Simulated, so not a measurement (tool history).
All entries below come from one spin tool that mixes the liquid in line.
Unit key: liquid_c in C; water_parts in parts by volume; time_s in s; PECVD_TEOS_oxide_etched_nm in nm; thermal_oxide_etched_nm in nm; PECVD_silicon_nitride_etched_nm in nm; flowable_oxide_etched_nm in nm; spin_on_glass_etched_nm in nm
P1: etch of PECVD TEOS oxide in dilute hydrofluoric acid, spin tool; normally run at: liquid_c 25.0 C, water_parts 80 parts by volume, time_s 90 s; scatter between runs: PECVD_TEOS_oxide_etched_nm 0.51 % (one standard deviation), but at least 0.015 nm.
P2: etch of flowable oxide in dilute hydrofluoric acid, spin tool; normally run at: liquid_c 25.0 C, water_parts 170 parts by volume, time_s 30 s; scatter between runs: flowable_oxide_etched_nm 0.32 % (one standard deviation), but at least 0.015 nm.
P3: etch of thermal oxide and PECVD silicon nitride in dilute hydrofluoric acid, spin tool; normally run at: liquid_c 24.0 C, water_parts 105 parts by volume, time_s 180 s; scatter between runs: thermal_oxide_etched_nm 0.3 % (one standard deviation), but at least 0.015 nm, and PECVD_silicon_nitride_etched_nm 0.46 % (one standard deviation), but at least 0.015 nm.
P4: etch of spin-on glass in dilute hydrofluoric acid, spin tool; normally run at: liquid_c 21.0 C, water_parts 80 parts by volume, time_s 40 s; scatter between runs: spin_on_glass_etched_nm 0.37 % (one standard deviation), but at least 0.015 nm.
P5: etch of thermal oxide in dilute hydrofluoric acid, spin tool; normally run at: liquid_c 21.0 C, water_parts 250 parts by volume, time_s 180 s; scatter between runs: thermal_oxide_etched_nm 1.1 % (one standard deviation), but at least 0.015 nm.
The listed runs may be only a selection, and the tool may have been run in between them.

run   hour  process  liquid_c  water_parts  time_s  hours since the thermometer was replaced  hours since the hydrofluoric acid flow meter was replaced  PECVD_TEOS_oxide_etched_nm  thermal_oxide_etched_nm  PECVD_silicon_nitride_etched_nm  flowable_oxide_etched_nm  spin_on_glass_etched_nm
  1    6.6       P1      25.0           80      90                                     459.9                                                     1220.8                      23.785
  2   19.8       P3      24.0          105     180                                     473.1                                                     1234.0                                               7.9225                           5.2444
  3   33.6       P1      29.0           80     135                                     486.9                                                     1247.8                      41.689
  4   41.9       P3      24.0          105     345                                     495.2                                                     1256.1                                              15.2040                          10.0780
  5   55.1       P1      18.5           80     150                                     508.4                                                     1269.3                      30.162
  6   62.6       P3      24.0           30     180                                     515.9                                                     1276.8                                              30.6450                          17.8400
  7   74.3       P3      20.0          105     180                                     527.6                                                     1288.5                                               6.7632                           4.0716
  8   87.8       P2      25.0          285      30                                     541.1                                                     1302.0                                                                                                          3.5514
  9   93.8       P1      25.0           80     160                                     547.1                                                     1308.0                      42.245
 10  102.7       P1      25.0          140      90                                     556.0                                                     1316.9                      12.732
 11  109.8       P5      21.0          250     180                                     563.1                                                     1324.0                                               2.5057
 12  118.6       P4      21.0           20      40                                     571.9                                                     1332.8                                                                                                                                   44.375
 13  125.4       P2      30.5          170      30                                     578.7                                                     1339.6                                                                                                          8.2513
 14  137.1       P2      25.0          170      15                                     590.4                                                     1351.3                                                                                                          3.4050
 15  145.0       P1      19.0           80      90                                     598.3                                                     1359.2                      18.569
 16  155.5       P2      25.0          170      30                                     608.8                                                     1369.7                                                                                                          6.7550
 17  163.6       P1      25.0           80      90                                     616.9                                                     1377.8                      23.958
 18  175.3       P5      21.0          105     180                                     628.6                                                     1389.5                                               7.1179
 19  189.0       P1      21.5           80     130                                     642.3                                                     1403.2                      29.688
 20  196.5       P4      21.0           80      75                                     649.8                                                     1410.7                                                                                                                                   19.275
 21  207.6       P1      25.0           25      90                                     660.9                                                     1421.8                      82.296
 22  216.5       P1      25.0           80      90                                     669.8                                                     1430.7                      23.689
 23  229.5       P5      21.0          250     265                                     682.8                                                     1443.7                                               3.8100
 24  238.8       P4      21.0           80      40                                     692.1                                                     1453.0                                                                                                                                   10.165
     245.5  -- thermometer replaced
 25  247.7       P3      24.0          105     180                                       2.3                                                     1461.9                                               7.9147                           5.2516
 26  257.7       P1      25.0           80      90                                      12.3                                                     1471.9                      23.655

Run 27 is up next; what results do you expect?
 27  270.8       P4      21.0           80      40                                      25.4                                                     1485.0                                                                                                                                        ?

{"run 27": {"spin_on_glass_etched_nm": 10.207}}
